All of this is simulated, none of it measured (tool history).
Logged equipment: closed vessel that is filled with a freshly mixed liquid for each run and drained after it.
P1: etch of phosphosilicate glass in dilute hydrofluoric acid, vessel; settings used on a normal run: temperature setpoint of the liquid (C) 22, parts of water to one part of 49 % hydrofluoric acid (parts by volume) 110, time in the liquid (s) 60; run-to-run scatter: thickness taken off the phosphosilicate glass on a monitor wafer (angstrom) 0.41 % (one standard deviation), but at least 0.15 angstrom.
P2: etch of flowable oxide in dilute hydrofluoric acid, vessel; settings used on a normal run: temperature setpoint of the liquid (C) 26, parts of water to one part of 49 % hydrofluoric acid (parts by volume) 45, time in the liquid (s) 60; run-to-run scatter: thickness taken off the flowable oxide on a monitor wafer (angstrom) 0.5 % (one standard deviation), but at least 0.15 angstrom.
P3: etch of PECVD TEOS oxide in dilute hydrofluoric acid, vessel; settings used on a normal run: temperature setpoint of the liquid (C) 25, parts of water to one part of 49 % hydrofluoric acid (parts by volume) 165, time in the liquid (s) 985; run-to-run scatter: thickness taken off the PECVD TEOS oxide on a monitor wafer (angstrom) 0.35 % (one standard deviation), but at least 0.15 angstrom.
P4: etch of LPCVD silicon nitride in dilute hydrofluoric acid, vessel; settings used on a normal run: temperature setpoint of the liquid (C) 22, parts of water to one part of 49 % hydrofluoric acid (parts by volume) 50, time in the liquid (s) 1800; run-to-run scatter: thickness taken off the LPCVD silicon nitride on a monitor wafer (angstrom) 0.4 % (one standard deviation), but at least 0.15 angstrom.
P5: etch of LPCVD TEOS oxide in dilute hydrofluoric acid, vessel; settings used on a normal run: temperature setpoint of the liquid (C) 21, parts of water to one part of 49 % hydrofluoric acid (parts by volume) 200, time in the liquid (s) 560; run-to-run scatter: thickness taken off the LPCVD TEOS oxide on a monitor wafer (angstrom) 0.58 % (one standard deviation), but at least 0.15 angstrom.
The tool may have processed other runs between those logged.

run	day	process that ran	temperature setpoint of the liquid (C)	parts of water to one part of 49 % hydrofluoric acid (parts by volume)	time in the liquid (s)	thickness taken off the phosphosilicate glass on a monitor wafer (angstrom)	thickness taken off the LPCVD silicon nitride on a monitor wafer (angstrom)	thickness taken off the LPCVD TEOS oxide on a monitor wafer (angstrom)	thickness taken off the flowable oxide on a monitor wafer (angstrom)	thickness taken off the PECVD TEOS oxide on a monitor wafer (angstrom)
1	0.162	P1	22	110	60	479.01				
2	0.421	P4	22	50	1800		143.4			
3	0.588	P1	22	110	60	477.63				
4	0.833	P5	27.5	200	560			663.65		
5	0.992	P5	21	100	560			1165.2		
6	1.221	P1	22	110	60	479.19				
7	1.375	P2	26	75	60				269.94	
8	1.717	P3	25	165	1745					869.77
9	1.971	P3	25	165	985					492.29
10	2.258	P1	17.5	110	60	398.85				
11	2.542	P1	22	110	100	798.41				
12	2.817	P1	27.5	155	60	396.65				
13	3.038	P5	21	200	1030			954		
14	3.267	P1	22	110	30	240.64				
15	3.433	P1	22	170	85	412.22				
16	3.696	P4	29.5	50	1800		237.18			
17	3.85	P1	22	110	60	480.1				
18	4.075	P3	25	270	985					269.25
19	4.425	P1	22	180	60	270.37				
20	4.583	P2	26	45	60				465.71	
21	4.867	P4	22	50	425		34.08			
22	5.067	P1	27	110	60	582.95				
23	5.25	P1	22	110	60	478.96				
24	5.467	P3	25	165	985					489.74
25	5.633	P1	22	110	60	483				
26	5.883	P4	22	80	1800		90.633			
27	6.221	P5	21	200	560			522.23		
28	6.575	P5	21	200	560			522.42		
29	6.796	P3	20	165	985					404.81
30	7.038	P1	22	70	100	1318.6				
31	7.275	P1	22	110	60	474.3				
32	7.617	P1	22	35	60	1657.8				
33	7.925	P2	22	45	60				395.54	
34	8.262	P2	26	45	110				859	
35	8.562	P1	22	110	60	476.96				
36	8.746	P1	22	110	60	494.85				
37	8.983	P1	22	110	60	502.39				
38	9.154	P1	22	110	60	506.96				
39	9.483	P1	22	110	60	511.49				
40	9.704	P1	22	110	60	513.87				
41	9.892	P1	22	110	60	512.72				

The log shows P1 creeping away from where it was. Any of the 2 causes listed here, at the size stated for it, fits the log just as well as the others:
A: liquid hotter than its thermometer reads (K) = 1.62
B: hydrofluoric acid flow above the setpoint (%) = 5.9
The process output started creeping at around day 8.562.

The check runs listed below each take one wafer, and their results are still question marks. Under which run would the listed causes lead to clearly different results?
check 1	10.079	P2	26	45	60				?	
check 2	10.079	P3	25	165	985					?
check 3	10.079	P5	21	200	560			?		
check 4	10.079	P4	22	50	1800		?			

Expected result of each check under each candidate cause:
check	result	if A	if B
check 1	thickness taken off the flowable oxide on a monitor wafer (angstrom)	501.1	498.82
check 2	thickness taken off the PECVD TEOS oxide on a monitor wafer (angstrom)	522.08	526.16
check 3	thickness taken off the LPCVD TEOS oxide on a monitor wafer (angstrom)	555.22	559.25
check 4	thickness taken off the LPCVD silicon nitride on a monitor wafer (angstrom)	159.95	151.51
Smallest distance between any two causes, each pair judged by its most separating result, in per cent: check 1 0.46 %; check 2 0.78 %; check 3 0.72 %; check 4 5.42 %
The other checks would show nearly matching results whichever cause is true, so check 4 is the only one that separates the causes.

The results of check 4 are: thickness taken off the LPCVD silicon nitride on a monitor wafer (angstrom) 160.49. Based on these, which of the listed causes is it?

The correct cause is A, namely: liquid hotter than its thermometer reads (K).

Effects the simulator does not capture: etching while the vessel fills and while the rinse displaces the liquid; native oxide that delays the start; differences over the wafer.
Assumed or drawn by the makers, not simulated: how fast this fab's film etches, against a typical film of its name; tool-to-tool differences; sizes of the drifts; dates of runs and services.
